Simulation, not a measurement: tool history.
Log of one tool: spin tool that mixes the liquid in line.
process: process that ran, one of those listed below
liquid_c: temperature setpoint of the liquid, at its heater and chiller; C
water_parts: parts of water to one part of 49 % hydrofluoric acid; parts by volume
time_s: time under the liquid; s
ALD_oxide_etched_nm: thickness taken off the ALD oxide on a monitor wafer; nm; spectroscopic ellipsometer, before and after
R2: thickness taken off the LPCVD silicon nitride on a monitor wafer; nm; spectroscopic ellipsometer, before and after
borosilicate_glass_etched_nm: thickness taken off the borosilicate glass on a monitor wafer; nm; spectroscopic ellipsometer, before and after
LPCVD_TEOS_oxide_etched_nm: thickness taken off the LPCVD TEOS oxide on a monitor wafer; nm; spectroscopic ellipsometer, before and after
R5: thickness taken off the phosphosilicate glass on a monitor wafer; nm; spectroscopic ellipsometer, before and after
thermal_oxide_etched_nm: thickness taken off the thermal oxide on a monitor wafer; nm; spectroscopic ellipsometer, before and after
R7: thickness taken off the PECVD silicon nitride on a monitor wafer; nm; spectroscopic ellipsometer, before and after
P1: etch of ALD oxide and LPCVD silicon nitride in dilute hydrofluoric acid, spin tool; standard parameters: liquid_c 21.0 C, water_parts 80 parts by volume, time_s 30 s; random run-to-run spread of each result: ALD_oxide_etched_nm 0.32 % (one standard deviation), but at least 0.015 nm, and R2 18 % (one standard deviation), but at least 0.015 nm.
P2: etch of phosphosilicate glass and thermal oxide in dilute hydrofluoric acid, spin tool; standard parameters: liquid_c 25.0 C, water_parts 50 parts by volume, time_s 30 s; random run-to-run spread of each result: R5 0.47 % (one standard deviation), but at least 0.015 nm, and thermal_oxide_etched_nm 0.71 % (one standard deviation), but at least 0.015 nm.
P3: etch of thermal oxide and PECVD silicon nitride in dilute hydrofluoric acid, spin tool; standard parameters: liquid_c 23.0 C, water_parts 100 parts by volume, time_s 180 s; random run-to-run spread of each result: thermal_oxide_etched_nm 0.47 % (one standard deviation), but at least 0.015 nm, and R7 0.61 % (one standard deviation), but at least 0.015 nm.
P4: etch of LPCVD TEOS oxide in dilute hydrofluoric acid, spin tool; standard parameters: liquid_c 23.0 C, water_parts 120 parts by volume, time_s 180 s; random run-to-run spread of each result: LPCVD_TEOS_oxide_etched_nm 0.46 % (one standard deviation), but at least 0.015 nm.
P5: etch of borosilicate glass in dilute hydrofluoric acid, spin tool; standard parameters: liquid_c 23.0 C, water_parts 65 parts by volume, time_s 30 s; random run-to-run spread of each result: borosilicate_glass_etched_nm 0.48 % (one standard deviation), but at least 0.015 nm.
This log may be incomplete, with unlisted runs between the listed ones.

run 1 hour=2.6 | process=P1 liquid_c=21.0 water_parts=80 time_s=30 | ALD_oxide_etched_nm=10.1150 R2=0.127280
run 2 hour=5.4 | process=P1 liquid_c=17.0 water_parts=80 time_s=30 | ALD_oxide_etched_nm=8.6022 R2=0.112150
run 3 hour=10.3 | process=P1 liquid_c=21.0 water_parts=140 time_s=30 | ALD_oxide_etched_nm=5.4040 R2=0.068909
run 4 hour=14.4 | process=P1 liquid_c=21.0 water_parts=80 time_s=60 | ALD_oxide_etched_nm=20.1470 R2=0.255010
run 5 hour=18.7 | process=P5 liquid_c=23.0 water_parts=100 time_s=30 | borosilicate_glass_etched_nm=12.512
run 6 hour=23.2 | process=P1 liquid_c=21.0 water_parts=80 time_s=30 | ALD_oxide_etched_nm=10.0760 R2=0.141570
run 7 hour=26.4 | process=P1 liquid_c=21.0 water_parts=80 time_s=30 | ALD_oxide_etched_nm=10.0410 R2=0.170090
run 8 hour=29.4 | process=P4 liquid_c=23.0 water_parts=120 time_s=180 | LPCVD_TEOS_oxide_etched_nm=36.946
run 9 hour=33.3 | process=P1 liquid_c=21.0 water_parts=35 time_s=30 | ALD_oxide_etched_nm=24.3620 R2=0.258200
run 10 hour=36.6 | process=P1 liquid_c=21.0 water_parts=80 time_s=15 | ALD_oxide_etched_nm=5.0744 R2=0.087695
run 11 hour=40.6 | process=P1 liquid_c=24.5 water_parts=35 time_s=30 | ALD_oxide_etched_nm=28.3700 R2=0.254010
run 12 hour=44.9 | process=P1 liquid_c=29.0 water_parts=80 time_s=60 | ALD_oxide_etched_nm=27.8200 R2=0.413570
run 13 hour=49.3 | process=P2 liquid_c=25.0 water_parts=50 time_s=30 | R5=51.250 thermal_oxide_etched_nm=3.0395
run 14 hour=52.7 | process=P4 liquid_c=17.0 water_parts=120 time_s=180 | LPCVD_TEOS_oxide_etched_nm=28.665
run 15 hour=55.5 | process=P5 liquid_c=23.0 water_parts=65 time_s=30 | borosilicate_glass_etched_nm=20.038
run 16 hour=60.1 | process=P1 liquid_c=21.0 water_parts=80 time_s=30 | ALD_oxide_etched_nm=10.1550 R2=0.100410
run 17 hour=62.6 | process=P4 liquid_c=23.0 water_parts=55 time_s=180 | LPCVD_TEOS_oxide_etched_nm=86.583
run 18 hour=66.7 | process=P1 liquid_c=21.0 water_parts=80 time_s=30 | ALD_oxide_etched_nm=10.0590 R2=0.151700
run 19 hour=70.7 | process=P5 liquid_c=30.0 water_parts=65 time_s=30 | borosilicate_glass_etched_nm=26.510
run 20 hour=74.1 | process=P5 liquid_c=23.0 water_parts=65 time_s=55 | borosilicate_glass_etched_nm=36.718
run 21 hour=76.7 | process=P2 liquid_c=31.5 water_parts=50 time_s=30 | R5=66.439 thermal_oxide_etched_nm=3.9507
run 22 hour=80.2 | process=P4 liquid_c=23.0 water_parts=120 time_s=315 | LPCVD_TEOS_oxide_etched_nm=64.417
run 23 hour=84.1 | process=P1 liquid_c=28.5 water_parts=80 time_s=30 | ALD_oxide_etched_nm=13.6560 R2=0.216950
run 24 hour=87.1 | process=P2 liquid_c=25.0 water_parts=85 time_s=30 | R5=28.682 thermal_oxide_etched_nm=1.6852
run 25 hour=90.0 | process=P4 liquid_c=23.0 water_parts=120 time_s=180 | LPCVD_TEOS_oxide_etched_nm=36.748
run 26 hour=93.0 | process=P3 liquid_c=31.0 water_parts=100 time_s=180 | thermal_oxide_etched_nm=10.6750 R7=6.1603
run 27 hour=96.4 | process=P3 liquid_c=23.0 water_parts=100 time_s=180 | thermal_oxide_etched_nm=7.8690 R7=3.7270
run 28 hour=100.6 | process=P1 liquid_c=25.5 water_parts=80 time_s=15 | ALD_oxide_etched_nm=6.0761 R2=0.097864
run 29 hour=104.8 | process=P2 liquid_c=25.0 water_parts=50 time_s=15 | R5=25.550 thermal_oxide_etched_nm=1.5433
run 30 hour=109.6 | process=P3 liquid_c=23.0 water_parts=35 time_s=180 | thermal_oxide_etched_nm=24.3810 R7=10.3550
run 31 hour=112.0 | process=P3 liquid_c=23.0 water_parts=100 time_s=355 | thermal_oxide_etched_nm=15.5080 R7=7.3217
run 32 hour=115.1 | process=P1 liquid_c=21.0 water_parts=80 time_s=30 | ALD_oxide_etched_nm=10.0360 R2=0.183910
run 33 hour=118.1 | process=P1 liquid_c=21.0 water_parts=80 time_s=30 | ALD_oxide_etched_nm=9.8579 R2=0.119420
run 34 hour=122.5 | process=P1 liquid_c=21.0 water_parts=80 time_s=30 | ALD_oxide_etched_nm=9.7005 R2=0.120890
run 35 hour=127.3 | process=P1 liquid_c=21.0 water_parts=80 time_s=30 | ALD_oxide_etched_nm=9.6518 R2=0.098516
run 36 hour=130.5 | process=P1 liquid_c=21.0 water_parts=80 time_s=30 | ALD_oxide_etched_nm=9.5677 R2=0.110680
run 37 hour=135.4 | process=P1 liquid_c=21.0 water_parts=80 time_s=30 | ALD_oxide_etched_nm=9.4978 R2=0.138020
run 38 hour=140.1 | process=P1 liquid_c=21.0 water_parts=80 time_s=30 | ALD_oxide_etched_nm=9.5352 R2=0.114810
run 39 hour=144.4 | process=P1 liquid_c=21.0 water_parts=80 time_s=30 | ALD_oxide_etched_nm=9.5379 R2=0.146680

P1 no longer gives what it gave before; its output has crept away from where it was. The following 2 causes, each at its listed size, fit the log equally well:
A: liquid colder than its thermometer reads (K) = 1.45
B: hydrofluoric acid flow below the setpoint (%) = 5.31
At approximately hour 115.1, the process output began to creep.

Which of the 4 check runs listed below, each an average over 2 wafers with its results shown as question marks, gives clearly different results under the different listed causes?
run check 1 hour=148.7 | process=P3 liquid_c=23.0 water_parts=100 time_s=180 | thermal_oxide_etched_nm=? R7=?
run check 2 hour=148.7 | process=P4 liquid_c=23.0 water_parts=120 time_s=180 | LPCVD_TEOS_oxide_etched_nm=?
run check 3 hour=148.7 | process=P5 liquid_c=23.0 water_parts=65 time_s=30 | borosilicate_glass_etched_nm=?
run check 4 hour=148.7 | process=P2 liquid_c=25.0 water_parts=50 time_s=30 | R5=? thermal_oxide_etched_nm=?

Predicted outcomes, by check and by cause:
check=check_1 result=thermal_oxide_etched_nm if_A=7.4213 if_B=7.3996
check=check_1 result=R7 if_A=3.3451 if_B=3.4927
check=check_2 result=LPCVD_TEOS_oxide_etched_nm if_A=34.683 if_B=34.516
check=check_3 result=borosilicate_glass_etched_nm if_A=18.912 if_B=18.922
check=check_4 result=R5 if_A=48.174 if_B=48.234
check=check_4 result=thermal_oxide_etched_nm if_A=2.8701 if_B=2.8737
Gap, in per cent, between the two causes that each check separates least, read from the result that separates them most: check 1 4.32 %; check 2 0.48 %; check 3 0.06 %; check 4 0.13 %
Of the check runs offered, only check 1 discriminates between the causes; the rest would read about the same regardless of which cause applies.

Check 1 was then run and gave: thermal_oxide_etched_nm 7.4053 nm; R7 3.3316 nm. Which cause is it?

It was cause A: liquid colder than its thermometer reads (K).

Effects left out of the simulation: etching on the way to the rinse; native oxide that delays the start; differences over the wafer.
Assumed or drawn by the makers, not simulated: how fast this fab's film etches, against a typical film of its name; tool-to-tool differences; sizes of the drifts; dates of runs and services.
